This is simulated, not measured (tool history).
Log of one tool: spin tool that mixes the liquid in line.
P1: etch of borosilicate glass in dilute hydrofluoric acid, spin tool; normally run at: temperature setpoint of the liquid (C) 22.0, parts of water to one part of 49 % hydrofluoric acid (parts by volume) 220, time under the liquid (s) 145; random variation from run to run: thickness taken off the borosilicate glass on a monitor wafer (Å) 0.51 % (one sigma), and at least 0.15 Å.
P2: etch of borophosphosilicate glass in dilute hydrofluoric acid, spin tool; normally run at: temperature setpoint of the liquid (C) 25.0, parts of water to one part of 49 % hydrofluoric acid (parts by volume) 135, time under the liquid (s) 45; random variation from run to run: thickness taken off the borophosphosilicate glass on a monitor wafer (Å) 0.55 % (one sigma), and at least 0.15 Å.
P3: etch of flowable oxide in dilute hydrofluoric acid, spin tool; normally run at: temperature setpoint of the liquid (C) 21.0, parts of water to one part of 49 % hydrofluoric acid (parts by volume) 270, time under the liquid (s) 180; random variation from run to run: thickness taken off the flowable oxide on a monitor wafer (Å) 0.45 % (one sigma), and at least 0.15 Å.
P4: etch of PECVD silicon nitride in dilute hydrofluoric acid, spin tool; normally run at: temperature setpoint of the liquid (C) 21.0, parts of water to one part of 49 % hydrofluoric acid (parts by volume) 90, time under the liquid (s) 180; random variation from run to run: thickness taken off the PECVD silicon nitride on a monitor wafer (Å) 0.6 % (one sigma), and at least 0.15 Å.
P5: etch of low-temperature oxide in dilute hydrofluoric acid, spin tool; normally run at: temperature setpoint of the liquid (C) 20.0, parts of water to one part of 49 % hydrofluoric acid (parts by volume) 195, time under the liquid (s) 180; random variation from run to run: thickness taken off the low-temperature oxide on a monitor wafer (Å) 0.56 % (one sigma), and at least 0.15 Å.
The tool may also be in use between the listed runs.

run	day	process that ran	temperature setpoint of the liquid (C)	parts of water to one part of 49 % hydrofluoric acid (parts by volume)	time under the liquid (s)	hours since the thermometer was replaced	hours since the hydrofluoric acid flow meter was replaced	thickness taken off the borosilicate glass on a monitor wafer (Å)	thickness taken off the low-temperature oxide on a monitor wafer (Å)	thickness taken off the borophosphosilicate glass on a monitor wafer (Å)	thickness taken off the flowable oxide on a monitor wafer (Å)	thickness taken off the PECVD silicon nitride on a monitor wafer (Å)
1	0.383	P1	22.0	220	145	500.5	153.5	132.250				
2	0.788	P5	20.0	95	180	510.2	163.2		288.12			
3	1.050	P5	20.0	195	330	516.5	169.5		234.24			
4	1.350	P2	25.0	135	80	523.7	176.7			212.570		
5	1.738	P3	21.0	270	20	533.0	186.0				25.453	
6	2.088	P3	17.0	270	180	541.4	194.4				194.550	
7	2.467	P1	22.0	105	145	550.5	203.5	312.040				
8	2.712	P1	18.5	220	35	556.4	209.4	28.001				
9	3.183	P1	22.0	220	15	567.7	220.7	13.631				
10	3.562	P2	25.0	195	45	576.8	229.8			76.773		
11	3.800	P5	20.0	195	180	582.5	235.5		127.02			
12	4.254	P1	22.0	220	145	593.4	246.4	131.750				
13	4.621	P1	22.0	220	145	602.2	255.2	131.500				
14	4.958	P1	22.0	220	145	610.3	263.3	131.440				
15	5.304	P5	17.0	195	180	618.6	271.6		113.02			
16	5.596	P4	21.0	90	180	625.6	278.6					44.640
17	5.825	P1	22.0	220	255	631.1	284.1	232.040				
18	6.054	P1	29.5	220	145	636.6	289.6	173.820				
19	6.388	P3	21.0	270	180	644.6	297.6				227.680	
20	6.750	P1	22.0	340	145	653.3	306.3	75.317				
21	6.975	P3	21.0	270	180	658.7	311.7				226.890	
22	7.238	P1	17.0	220	145	665.0	318.0	110.220				
23	7.533	P4	21.0	35	180	672.1	325.1					111.430
24	7.933	P5	20.0	195	180	681.7	334.7		126.24			
25	8.212	P2	25.0	135	45	688.4	341.4			119.800		
26	8.562	P1	22.0	220	145	696.8	349.8	131.150				
27	9.012	P3	21.0	470	180	707.6	360.6				109.630	
28	9.308	P1	22.0	220	145	714.7	367.7	131.790				
29	9.542	P1	27.5	350	145	720.3	373.3	88.326				
30	10.029	P4	24.5	90	180	732.0	385.0					56.210
31	10.250	P1	17.0	220	270	737.3	390.3	201.520				
32	10.621	P2	32.0	135	45	746.2	399.2			154.240		
33	11.067	P4	21.0	90	300	756.9	409.9					74.902
34	11.300	P1	22.0	220	145	762.5	415.5	131.950				
35	11.788	P1	22.0	220	145	774.2	427.2	136.380				
36	12.233	P1	22.0	220	145	784.9	437.9	138.900				
37	12.688	P1	22.0	220	145	795.8	448.8	140.420				
38	13.188	P1	22.0	220	145	807.8	460.8	141.520				
39	13.508	P1	22.0	220	145	815.5	468.5	142.060				
40	13.767	P1	22.0	220	145	821.7	474.7	142.280				
41	14.162	P1	22.0	220	145	831.2	484.2	143.590				
42	14.638	P1	22.0	220	145	842.6	495.6	141.920				
43	15.092	P1	22.0	220	145	853.5	506.5	144.010				
44	15.504	P1	22.0	220	145	863.4	516.4	142.400				

What P1 gives has crept away from where it was. These 2 causes fit the log equally well, each at the size given:
A: hydrofluoric acid flow above the setpoint (%) = 7.11
B: liquid hotter than its thermometer reads (K) = 2.27
The creep began at about day 11.300.

4 check runs are offered, one wafer each, their results left as question marks. Which one tells the causes apart?
check 1	15.917	P4	21.0	90	180							?
check 2	15.917	P5	20.0	195	180				?			
check 3	15.917	P2	25.0	135	45					?		
check 4	15.917	P3	21.0	270	180						?	

What each check would give under each cause:
check	result	if A	if B
check 1	thickness taken off the PECVD silicon nitride on a monitor wafer (Å)	47.896	52.165
check 2	thickness taken off the low-temperature oxide on a monitor wafer (Å)	137.20	137.93
check 3	thickness taken off the borophosphosilicate glass on a monitor wafer (Å)	129.520	130.360
check 4	thickness taken off the flowable oxide on a monitor wafer (Å)	246.510	245.650
How far apart the two closest causes lie, in the result that separates them most: check 1 8.54 %; check 2 0.53 %; check 3 0.64 %; check 4 0.35 %
Check 1 tells the causes apart: in the others they would give nearly the same result.

Check 1 was then run and gave: thickness taken off the PECVD silicon nitride on a monitor wafer (Å) 52.051. Which cause is it?

It is B: liquid hotter than its thermometer reads (K).
